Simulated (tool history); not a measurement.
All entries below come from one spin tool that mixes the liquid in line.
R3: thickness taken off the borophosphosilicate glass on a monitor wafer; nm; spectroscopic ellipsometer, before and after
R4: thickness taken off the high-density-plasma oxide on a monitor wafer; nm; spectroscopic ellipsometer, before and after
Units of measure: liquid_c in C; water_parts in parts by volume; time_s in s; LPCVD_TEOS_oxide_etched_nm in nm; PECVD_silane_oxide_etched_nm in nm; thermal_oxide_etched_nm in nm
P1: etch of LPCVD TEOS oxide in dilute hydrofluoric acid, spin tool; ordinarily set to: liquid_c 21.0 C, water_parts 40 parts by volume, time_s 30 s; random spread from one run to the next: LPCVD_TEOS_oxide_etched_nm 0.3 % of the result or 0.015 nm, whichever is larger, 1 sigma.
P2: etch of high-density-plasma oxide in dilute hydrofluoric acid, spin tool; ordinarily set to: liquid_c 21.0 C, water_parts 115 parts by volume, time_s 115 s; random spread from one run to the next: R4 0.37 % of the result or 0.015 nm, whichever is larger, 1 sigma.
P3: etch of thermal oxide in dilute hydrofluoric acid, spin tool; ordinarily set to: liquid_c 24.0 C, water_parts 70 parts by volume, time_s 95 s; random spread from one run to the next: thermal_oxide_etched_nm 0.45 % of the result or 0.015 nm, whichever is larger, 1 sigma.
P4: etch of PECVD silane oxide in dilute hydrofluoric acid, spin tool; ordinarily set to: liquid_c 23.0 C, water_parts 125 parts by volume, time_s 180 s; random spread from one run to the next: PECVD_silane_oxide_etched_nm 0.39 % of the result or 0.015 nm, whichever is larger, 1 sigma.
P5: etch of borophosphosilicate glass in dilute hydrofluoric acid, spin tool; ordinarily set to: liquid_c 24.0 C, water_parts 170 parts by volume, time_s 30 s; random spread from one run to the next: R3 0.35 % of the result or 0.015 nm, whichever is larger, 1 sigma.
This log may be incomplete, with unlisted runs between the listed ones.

Run 1, hour 11.8: process P1, liquid_c 21.0 C, water_parts 40 parts by volume, time_s 30 s. Result: LPCVD_TEOS_oxide_etched_nm 21.0100 nm.
Run 2, hour 19.7: process P1, liquid_c 21.0 C, water_parts 40 parts by volume, time_s 30 s. Result: LPCVD_TEOS_oxide_etched_nm 21.0470 nm.
Run 3, hour 29.4: process P4, liquid_c 17.0 C, water_parts 125 parts by volume, time_s 180 s. Result: PECVD_silane_oxide_etched_nm 27.755 nm.
Run 4, hour 37.7: process P1, liquid_c 21.0 C, water_parts 40 parts by volume, time_s 30 s. Result: LPCVD_TEOS_oxide_etched_nm 21.0970 nm.
Run 5, hour 49.2: process P4, liquid_c 23.0 C, water_parts 45 parts by volume, time_s 180 s. Result: PECVD_silane_oxide_etched_nm 108.950 nm.
Run 6, hour 56.4: process P4, liquid_c 23.0 C, water_parts 125 parts by volume, time_s 180 s. Result: PECVD_silane_oxide_etched_nm 35.816 nm.
Run 7, hour 64.6: process P1, liquid_c 27.5 C, water_parts 40 parts by volume, time_s 30 s. Result: LPCVD_TEOS_oxide_etched_nm 27.5050 nm.
Run 8, hour 77.2: process P5, liquid_c 17.0 C, water_parts 170 parts by volume, time_s 30 s. Result: R3 4.8816 nm.
Run 9, hour 88.2: process P1, liquid_c 21.0 C, water_parts 40 parts by volume, time_s 15 s. Result: LPCVD_TEOS_oxide_etched_nm 10.5620 nm.
Run 10, hour 95.4: process P5, liquid_c 24.0 C, water_parts 170 parts by volume, time_s 30 s. Result: R3 6.3759 nm.
Run 11, hour 104.7: process P2, liquid_c 21.0 C, water_parts 115 parts by volume, time_s 115 s. Result: R4 8.8198 nm.
Run 12, hour 115.3: process P3, liquid_c 24.0 C, water_parts 25 parts by volume, time_s 95 s. Result: thermal_oxide_etched_nm 20.8010 nm.
Run 13, hour 127.5: process P5, liquid_c 24.0 C, water_parts 170 parts by volume, time_s 30 s. Result: R3 6.4054 nm.
Run 14, hour 135.1: process P2, liquid_c 21.0 C, water_parts 115 parts by volume, time_s 115 s. Result: R4 8.8246 nm.
Run 15, hour 143.5: process P3, liquid_c 24.0 C, water_parts 70 parts by volume, time_s 170 s. Result: thermal_oxide_etched_nm 12.5230 nm.
Run 16, hour 156.8: process P3, liquid_c 24.0 C, water_parts 70 parts by volume, time_s 95 s. Result: thermal_oxide_etched_nm 6.9699 nm.
Run 17, hour 169.8: process P1, liquid_c 21.0 C, water_parts 65 parts by volume, time_s 30 s. Result: LPCVD_TEOS_oxide_etched_nm 12.5170 nm.
Run 18, hour 175.7: process P1, liquid_c 17.0 C, water_parts 40 parts by volume, time_s 30 s. Result: LPCVD_TEOS_oxide_etched_nm 17.6760 nm.
Run 19, hour 183.3: process P2, liquid_c 17.0 C, water_parts 115 parts by volume, time_s 115 s. Result: R4 7.5112 nm.
Run 20, hour 192.3: process P4, liquid_c 23.0 C, water_parts 125 parts by volume, time_s 180 s. Result: PECVD_silane_oxide_etched_nm 35.583 nm.
Run 21, hour 198.9: process P5, liquid_c 24.0 C, water_parts 275 parts by volume, time_s 30 s. Result: R3 3.5282 nm.
Run 22, hour 209.1: process P1, liquid_c 21.0 C, water_parts 40 parts by volume, time_s 30 s. Result: LPCVD_TEOS_oxide_etched_nm 21.0310 nm.
Run 23, hour 218.9: process P3, liquid_c 19.0 C, water_parts 70 parts by volume, time_s 95 s. Result: thermal_oxide_etched_nm 5.6723 nm.
Run 24, hour 230.2: process P1, liquid_c 21.0 C, water_parts 40 parts by volume, time_s 65 s. Result: LPCVD_TEOS_oxide_etched_nm 45.5240 nm.
Run 25, hour 236.2: process P2, liquid_c 21.0 C, water_parts 20 parts by volume, time_s 115 s. Result: R4 57.1920 nm.
Run 26, hour 245.1: process P1, liquid_c 17.0 C, water_parts 40 parts by volume, time_s 15 s. Result: LPCVD_TEOS_oxide_etched_nm 8.8234 nm.
Run 27, hour 252.1: process P3, liquid_c 24.0 C, water_parts 70 parts by volume, time_s 95 s. Result: thermal_oxide_etched_nm 6.9379 nm.
Run 28, hour 262.8: process P4, liquid_c 23.0 C, water_parts 125 parts by volume, time_s 305 s. Result: PECVD_silane_oxide_etched_nm 59.702 nm.
Run 29, hour 271.2: process P2, liquid_c 21.0 C, water_parts 115 parts by volume, time_s 205 s. Result: R4 15.7080 nm.
Run 30, hour 282.5: process P1, liquid_c 25.5 C, water_parts 20 parts by volume, time_s 30 s. Result: LPCVD_TEOS_oxide_etched_nm 52.4270 nm.

For run 31, what comes out?
Run 31, hour 293.1: process P1, liquid_c 21.0 C, water_parts 20 parts by volume, time_s 30 s. Result: LPCVD_TEOS_oxide_etched_nm ?.

{"run 31": {"LPCVD_TEOS_oxide_etched_nm": 43.098}}

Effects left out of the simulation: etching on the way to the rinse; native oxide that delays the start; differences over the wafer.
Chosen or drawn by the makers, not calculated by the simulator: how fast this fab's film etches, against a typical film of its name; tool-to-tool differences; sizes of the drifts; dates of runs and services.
